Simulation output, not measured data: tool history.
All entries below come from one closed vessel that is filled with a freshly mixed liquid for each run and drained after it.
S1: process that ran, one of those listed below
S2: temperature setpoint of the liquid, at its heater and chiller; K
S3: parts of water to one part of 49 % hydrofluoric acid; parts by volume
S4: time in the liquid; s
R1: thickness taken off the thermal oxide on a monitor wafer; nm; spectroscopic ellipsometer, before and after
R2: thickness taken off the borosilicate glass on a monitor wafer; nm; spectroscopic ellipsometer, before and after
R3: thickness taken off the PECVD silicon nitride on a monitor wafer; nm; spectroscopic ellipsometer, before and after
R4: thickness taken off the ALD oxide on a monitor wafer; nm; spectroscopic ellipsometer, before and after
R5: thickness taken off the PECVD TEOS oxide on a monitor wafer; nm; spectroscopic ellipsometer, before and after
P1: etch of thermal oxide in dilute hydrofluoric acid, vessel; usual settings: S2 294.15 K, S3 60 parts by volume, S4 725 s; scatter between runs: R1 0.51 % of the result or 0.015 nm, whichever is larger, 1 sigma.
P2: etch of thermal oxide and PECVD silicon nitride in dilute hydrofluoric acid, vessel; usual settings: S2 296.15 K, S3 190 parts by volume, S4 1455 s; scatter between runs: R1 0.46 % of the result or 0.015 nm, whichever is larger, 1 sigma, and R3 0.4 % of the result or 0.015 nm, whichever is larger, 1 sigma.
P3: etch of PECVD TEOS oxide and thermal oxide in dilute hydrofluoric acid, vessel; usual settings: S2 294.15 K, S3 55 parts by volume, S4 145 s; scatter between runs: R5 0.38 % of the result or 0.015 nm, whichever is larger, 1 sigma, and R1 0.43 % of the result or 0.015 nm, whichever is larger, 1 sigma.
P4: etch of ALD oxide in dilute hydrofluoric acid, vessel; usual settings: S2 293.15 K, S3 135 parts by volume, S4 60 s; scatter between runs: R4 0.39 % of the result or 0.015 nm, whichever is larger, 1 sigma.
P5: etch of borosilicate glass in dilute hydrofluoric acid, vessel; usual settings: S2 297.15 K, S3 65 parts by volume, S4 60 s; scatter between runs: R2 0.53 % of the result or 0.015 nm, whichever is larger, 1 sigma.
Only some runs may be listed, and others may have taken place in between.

{"run": 1, "hour": 11.2, "S1": "P1", "S2": 294.15, "S3": 60, "S4": 725, "R1": 50.647}
{"run": 2, "hour": 19.9, "S1": "P5", "S2": 305.65, "S3": 65, "S4": 60, "R2": 53.337}
{"run": 3, "hour": 27.3, "S1": "P1", "S2": 301.65, "S3": 60, "S4": 725, "R1": 68.174}
{"run": 4, "hour": 34.4, "S1": "P2", "S2": 301.65, "S3": 190, "S4": 1455, "R1": 38.589, "R3": 32.557}
{"run": 5, "hour": 45.5, "S1": "P1", "S2": 294.15, "S3": 60, "S4": 725, "R1": 50.495}
{"run": 6, "hour": 59.3, "S1": "P2", "S2": 296.15, "S3": 190, "S4": 2435, "R1": 52.907, "R3": 38.552}
{"run": 7, "hour": 70.1, "S1": "P4", "S2": 293.15, "S3": 135, "S4": 60, "R4": 7.31}
{"run": 8, "hour": 81.9, "S1": "P1", "S2": 294.15, "S3": 30, "S4": 725, "R1": 105.09}
{"run": 9, "hour": 92.3, "S1": "P5", "S2": 297.15, "S3": 65, "S4": 60, "R2": 38.0}
{"run": 10, "hour": 102.7, "S1": "P1", "S2": 290.15, "S3": 60, "S4": 725, "R1": 42.417}
{"run": 11, "hour": 117.1, "S1": "P1", "S2": 294.15, "S3": 20, "S4": 1110, "R1": 244.74}
{"run": 12, "hour": 129.4, "S1": "P3", "S2": 294.15, "S3": 95, "S4": 145, "R1": 5.8658, "R5": 11.418}
{"run": 13, "hour": 144.1, "S1": "P4", "S2": 293.15, "S3": 135, "S4": 60, "R4": 7.3074}
{"run": 14, "hour": 156.1, "S1": "P2", "S2": 296.15, "S3": 90, "S4": 1455, "R1": 74.338, "R3": 47.939}
{"run": 15, "hour": 169.4, "S1": "P1", "S2": 294.15, "S3": 60, "S4": 180, "R1": 12.512}
{"run": 16, "hour": 176.7, "S1": "P4", "S2": 293.15, "S3": 135, "S4": 35, "R4": 4.2586}
{"run": 17, "hour": 191.0, "S1": "P5", "S2": 297.15, "S3": 65, "S4": 60, "R2": 37.988}
{"run": 18, "hour": 199.1, "S1": "P1", "S2": 294.15, "S3": 60, "S4": 725, "R1": 50.331}
{"run": 19, "hour": 212.5, "S1": "P1", "S2": 294.15, "S3": 95, "S4": 725, "R1": 30.64}
{"run": 20, "hour": 219.1, "S1": "P1", "S2": 294.15, "S3": 60, "S4": 1265, "R1": 87.986}
{"run": 21, "hour": 233.3, "S1": "P5", "S2": 297.15, "S3": 20, "S4": 60, "R2": 130.83}
{"run": 22, "hour": 247.8, "S1": "P3", "S2": 294.15, "S3": 55, "S4": 30, "R1": 2.1829, "R5": 4.277}
{"run": 23, "hour": 258.5, "S1": "P1", "S2": 299.15, "S3": 90, "S4": 725, "R1": 39.702}
{"run": 24, "hour": 271.3, "S1": "P3", "S2": 302.65, "S3": 55, "S4": 145, "R1": 14.946, "R5": 29.241}
{"run": 25, "hour": 282.9, "S1": "P1", "S2": 294.15, "S3": 60, "S4": 725, "R1": 50.321}
{"run": 26, "hour": 294.0, "S1": "P2", "S2": 296.15, "S3": 190, "S4": 1455, "R1": 31.543, "R3": 22.852}
{"run": 27, "hour": 307.6, "S1": "P2", "S2": 296.15, "S3": 190, "S4": 1455, "R1": 31.581, "R3": 23.067}
{"run": 28, "hour": 322.4, "S1": "P4", "S2": 293.15, "S3": 240, "S4": 60, "R4": 3.6704}
{"run": 29, "hour": 336.2, "S1": "P1", "S2": 294.15, "S3": 60, "S4": 725, "R1": 50.501}
{"run": 30, "hour": 343.2, "S1": "P3", "S2": 294.15, "S3": 55, "S4": 145, "R1": 10.655, "R5": 20.618}
{"run": 31, "hour": 349.7, "S1": "P5", "S2": 297.15, "S3": 65, "S4": 115, "R2": 73.635}
{"run": 32, "hour": 363.9, "S1": "P4", "S2": 290.15, "S3": 135, "S4": 60, "R4": 6.51}
{"run": 33, "hour": 376.1, "S1": "P1", "S2": 294.15, "S3": 60, "S4": 725, "R1": 50.421}
{"run": 34, "hour": 387.4, "S1": "P1", "S2": 294.15, "S3": 60, "S4": 725, "R1": 52.23}
{"run": 35, "hour": 398.8, "S1": "P1", "S2": 294.15, "S3": 60, "S4": 725, "R1": 52.874}
{"run": 36, "hour": 411.4, "S1": "P1", "S2": 294.15, "S3": 60, "S4": 725, "R1": 53.596}
{"run": 37, "hour": 420.6, "S1": "P1", "S2": 294.15, "S3": 60, "S4": 725, "R1": 53.108}
{"run": 38, "hour": 432.7, "S1": "P1", "S2": 294.15, "S3": 60, "S4": 725, "R1": 53.907}
{"run": 39, "hour": 439.7, "S1": "P1", "S2": 294.15, "S3": 60, "S4": 725, "R1": 53.895}

What P1 gives has crept off from where it sat before. The 2 causes that follow fit the log equally well, each at the size noted:
A: hydrofluoric acid flow above the setpoint (%) = 5.77
B: liquid hotter than its thermometer reads (K) = 1.45
Creep in the process output first set in at about hour 376.1.

Of the 4 check runs listed below, each run on one wafer and each result written as a question mark, which would let you distinguish the listed causes because they would give clearly different results?
{"run": "check 1", "hour": 446.7, "S1": "P3", "S2": 297.65, "S3": 55, "S4": 30, "R1": "?", "R5": "?"}
{"run": "check 2", "hour": 446.7, "S1": "P5", "S2": 305.15, "S3": 65, "S4": 105, "R2": "?"}
{"run": "check 3", "hour": 446.7, "S1": "P2", "S2": 301.65, "S3": 190, "S4": 2060, "R1": "?", "R3": "?"}
{"run": "check 4", "hour": 446.7, "S1": "P4", "S2": 290.15, "S3": 135, "S4": 60, "R4": "?"}

Check results expected under each cause:
check=check_1 result=R1 if_A=2.6984 if_B=2.6950
check=check_1 result=R5 if_A=5.2492 if_B=5.2426
check=check_2 result=R2 if_A=97.732 if_B=97.056
check=check_3 result=R1 if_A=58.4830 if_B=57.4580
check=check_3 result=R3 if_A=48.454 if_B=49.982
check=check_4 result=R4 if_A=6.8651 if_B=6.8388
How far apart the two closest causes lie, in the result that separates them most: check 1 0.12 %; check 2 0.69 %; check 3 3.1 %; check 4 0.38 %
Only check 3 tells the causes apart: in the others they would give nearly the same result.

Here is what check 3 returned: R1 58.4930 nm; R3 48.260 nm. Which cause is it?

The correct cause is A, namely: hydrofluoric acid flow above the setpoint (%).

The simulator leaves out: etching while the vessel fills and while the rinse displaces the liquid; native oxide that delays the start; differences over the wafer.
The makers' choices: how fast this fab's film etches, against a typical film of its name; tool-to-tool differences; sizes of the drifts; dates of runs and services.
